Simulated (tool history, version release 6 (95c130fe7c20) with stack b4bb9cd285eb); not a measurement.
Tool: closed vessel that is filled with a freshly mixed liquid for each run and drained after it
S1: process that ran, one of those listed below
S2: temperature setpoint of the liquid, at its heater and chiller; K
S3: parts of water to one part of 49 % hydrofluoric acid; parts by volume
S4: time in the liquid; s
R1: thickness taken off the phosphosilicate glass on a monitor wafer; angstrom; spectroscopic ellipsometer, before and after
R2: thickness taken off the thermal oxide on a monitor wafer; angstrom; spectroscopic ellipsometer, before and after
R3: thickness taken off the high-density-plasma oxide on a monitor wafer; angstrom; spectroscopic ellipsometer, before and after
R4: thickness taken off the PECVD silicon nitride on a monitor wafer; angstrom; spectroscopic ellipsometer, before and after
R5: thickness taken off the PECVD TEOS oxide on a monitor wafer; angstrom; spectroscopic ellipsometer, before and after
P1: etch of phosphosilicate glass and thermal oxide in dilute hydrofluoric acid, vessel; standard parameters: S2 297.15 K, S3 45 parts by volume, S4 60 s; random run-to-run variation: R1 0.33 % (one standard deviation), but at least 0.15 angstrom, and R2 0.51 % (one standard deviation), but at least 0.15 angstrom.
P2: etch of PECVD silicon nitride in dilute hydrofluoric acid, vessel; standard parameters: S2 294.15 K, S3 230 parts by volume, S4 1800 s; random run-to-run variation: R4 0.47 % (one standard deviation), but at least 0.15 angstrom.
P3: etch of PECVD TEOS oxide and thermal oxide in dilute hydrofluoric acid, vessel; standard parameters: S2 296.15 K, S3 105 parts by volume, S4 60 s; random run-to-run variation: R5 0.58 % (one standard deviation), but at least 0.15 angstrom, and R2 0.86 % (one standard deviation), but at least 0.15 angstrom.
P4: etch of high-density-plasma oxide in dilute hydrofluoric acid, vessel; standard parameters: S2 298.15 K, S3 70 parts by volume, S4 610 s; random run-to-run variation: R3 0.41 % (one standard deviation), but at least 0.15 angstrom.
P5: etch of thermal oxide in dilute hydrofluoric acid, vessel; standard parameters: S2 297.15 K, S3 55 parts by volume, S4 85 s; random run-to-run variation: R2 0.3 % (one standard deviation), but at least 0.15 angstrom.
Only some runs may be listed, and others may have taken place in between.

Run 1, day 0.304: S1 P1, S2 297.15 K, S3 45 parts by volume, S4 60 s. Result: R1 1507.90 angstrom, R2 68.938 angstrom.
Run 2, day 0.496: S1 P1, S2 297.15 K, S3 75 parts by volume, S4 60 s. Result: R1 867.25 angstrom, R2 39.665 angstrom.
Run 3, day 0.675: S1 P1, S2 297.15 K, S3 45 parts by volume, S4 30 s. Result: R1 749.31 angstrom, R2 34.471 angstrom.
Run 4, day 0.950: S1 P5, S2 297.15 K, S3 55 parts by volume, S4 85 s. Result: R2 76.498 angstrom.
Run 5, day 1.154: S1 P4, S2 291.65 K, S3 70 parts by volume, S4 610 s. Result: R3 445.22 angstrom.
Run 6, day 1.496: S1 P2, S2 294.15 K, S3 230 parts by volume, S4 1800 s. Result: R4 130.080 angstrom.
Run 7, day 1.850: S1 P5, S2 290.15 K, S3 55 parts by volume, S4 85 s. Result: R2 57.090 angstrom.
Run 8, day 2.204: S1 P1, S2 290.15 K, S3 45 parts by volume, S4 30 s. Result: R1 557.30 angstrom, R2 25.803 angstrom.
Run 9, day 2.438: S1 P3, S2 296.15 K, S3 105 parts by volume, S4 60 s. Result: R2 24.855 angstrom, R5 70.051 angstrom.
Run 10, day 2.817: S1 P5, S2 297.15 K, S3 55 parts by volume, S4 85 s. Result: R2 76.727 angstrom.
Run 11, day 3.188: S1 P1, S2 291.15 K, S3 45 parts by volume, S4 60 s. Result: R1 1169.20 angstrom, R2 53.456 angstrom.
Run 12, day 3.554: S1 P2, S2 290.15 K, S3 230 parts by volume, S4 1800 s. Result: R4 99.709 angstrom.
Run 13, day 3.812: S1 P4, S2 298.15 K, S3 70 parts by volume, S4 610 s. Result: R3 581.61 angstrom.
Run 14, day 4.158: S1 P1, S2 297.15 K, S3 45 parts by volume, S4 60 s. Result: R1 1505.00 angstrom, R2 69.872 angstrom.
Run 15, day 4.438: S1 P1, S2 297.15 K, S3 45 parts by volume, S4 60 s. Result: R1 1508.00 angstrom, R2 69.264 angstrom.
Run 16, day 4.638: S1 P1, S2 297.15 K, S3 45 parts by volume, S4 60 s. Result: R1 1512.70 angstrom, R2 68.957 angstrom.
Run 17, day 4.942: S1 P5, S2 297.15 K, S3 90 parts by volume, S4 85 s. Result: R2 45.119 angstrom.
Run 18, day 5.129: S1 P2, S2 294.15 K, S3 230 parts by volume, S4 655 s. Result: R4 47.550 angstrom.
Run 19, day 5.492: S1 P3, S2 296.15 K, S3 105 parts by volume, S4 100 s. Result: R2 41.851 angstrom, R5 116.890 angstrom.
Run 20, day 5.896: S1 P3, S2 296.15 K, S3 105 parts by volume, S4 60 s. Result: R2 24.958 angstrom, R5 70.403 angstrom.
Run 21, day 6.300: S1 P1, S2 303.15 K, S3 45 parts by volume, S4 60 s. Result: R1 1911.70 angstrom, R2 87.748 angstrom.
Run 22, day 6.683: S1 P3, S2 290.15 K, S3 105 parts by volume, S4 60 s. Result: R2 19.564 angstrom, R5 54.908 angstrom.
Run 23, day 6.912: S1 P2, S2 294.15 K, S3 230 parts by volume, S4 1800 s. Result: R4 130.990 angstrom.
Run 24, day 7.296: S1 P4, S2 298.15 K, S3 70 parts by volume, S4 610 s. Result: R3 579.04 angstrom.
Run 25, day 7.550: S1 P3, S2 296.15 K, S3 60 parts by volume, S4 60 s. Result: R2 45.542 angstrom, R5 130.870 angstrom.
Run 26, day 7.912: S1 P2, S2 294.15 K, S3 50 parts by volume, S4 1800 s. Result: R4 578.250 angstrom.
Run 27, day 8.200: S1 P1, S2 297.15 K, S3 45 parts by volume, S4 60 s. Result: R1 1509.30 angstrom, R2 69.084 angstrom.
Run 28, day 8.521: S1 P5, S2 297.15 K, S3 55 parts by volume, S4 45 s. Result: R2 40.546 angstrom.
Run 29, day 8.900: S1 P1, S2 297.15 K, S3 45 parts by volume, S4 60 s. Result: R1 1502.20 angstrom, R2 68.669 angstrom.
Run 30, day 9.133: S1 P1, S2 297.15 K, S3 45 parts by volume, S4 95 s. Result: R1 2378.80 angstrom, R2 108.550 angstrom.
Run 31, day 9.471: S1 P1, S2 297.15 K, S3 25 parts by volume, S4 60 s. Result: R1 2789.40 angstrom, R2 126.560 angstrom.
Run 32, day 9.796: S1 P4, S2 298.15 K, S3 70 parts by volume, S4 220 s. Result: R3 209.84 angstrom.
Run 33, day 9.979: S1 P4, S2 298.15 K, S3 120 parts by volume, S4 610 s. Result: R3 318.33 angstrom.
Run 34, day 10.229: S1 P1, S2 297.15 K, S3 45 parts by volume, S4 60 s. Result: R1 1502.20 angstrom, R2 69.125 angstrom.
Run 35, day 10.429: S1 P1, S2 297.15 K, S3 45 parts by volume, S4 60 s. Result: R1 1539.50 angstrom, R2 70.621 angstrom.
Run 36, day 10.733: S1 P1, S2 297.15 K, S3 45 parts by volume, S4 60 s. Result: R1 1571.90 angstrom, R2 71.109 angstrom.
Run 37, day 11.112: S1 P1, S2 297.15 K, S3 45 parts by volume, S4 60 s. Result: R1 1601.40 angstrom, R2 73.143 angstrom.
Run 38, day 11.325: S1 P1, S2 297.15 K, S3 45 parts by volume, S4 60 s. Result: R1 1613.40 angstrom, R2 73.359 angstrom.
Run 39, day 11.708: S1 P1, S2 297.15 K, S3 45 parts by volume, S4 60 s. Result: R1 1617.40 angstrom, R2 74.146 angstrom.
Run 40, day 11.942: S1 P1, S2 297.15 K, S3 45 parts by volume, S4 60 s. Result: R1 1617.30 angstrom, R2 74.471 angstrom.
Run 41, day 12.204: S1 P1, S2 297.15 K, S3 45 parts by volume, S4 60 s. Result: R1 1615.00 angstrom, R2 74.293 angstrom.
Run 42, day 12.433: S1 P1, S2 297.15 K, S3 45 parts by volume, S4 60 s. Result: R1 1623.80 angstrom, R2 74.953 angstrom.
Run 43, day 12.721: S1 P1, S2 297.15 K, S3 45 parts by volume, S4 60 s. Result: R1 1627.10 angstrom, R2 74.519 angstrom.

Something has made what P1 gives creep away from where it was; the 2 causes below, each at its own stated size, fit the log equally well:
A: liquid hotter than its thermometer reads (K) = 1.93
B: hydrofluoric acid flow above the setpoint (%) = 7.72
The drift started at roughly day 10.229.

Consider the 4 single-wafer check runs listed below, results given as question marks: which one distinguishes between the causes by giving clearly different results for each?
Run check 1, day 13.008: S1 P4, S2 292.65 K, S3 100 parts by volume, S4 610 s. Result: R3 ?.
Run check 2, day 13.008: S1 P3, S2 290.15 K, S3 105 parts by volume, S4 60 s. Result: R2 ?, R5 ?.
Run check 3, day 13.008: S1 P5, S2 293.65 K, S3 55 parts by volume, S4 85 s. Result: R2 ?.
Run check 4, day 13.008: S1 P2, S2 290.15 K, S3 55 parts by volume, S4 1800 s. Result: R4 ?.

Outcome of each check run for each possible cause:
  check  result     if A     if B
check 1      R3   339.37   340.53
check 2      R2   21.194   21.231
check 2      R5   59.903   60.008
check 3      R2   71.856   71.739
check 4      R4  454.810  426.660
Smallest distance between any two causes, each pair judged by its most separating result, in per cent: check 1 0.34 %; check 2 0.17 %; check 3 0.16 %; check 4 6.39 %
Check 4 tells the causes apart: in the others they would give nearly the same result.

The results of check 4 are: R4 426.340 angstrom. Based on these, which of the listed causes is it?

Of the candidate causes, it is B: hydrofluoric acid flow above the setpoint (%).
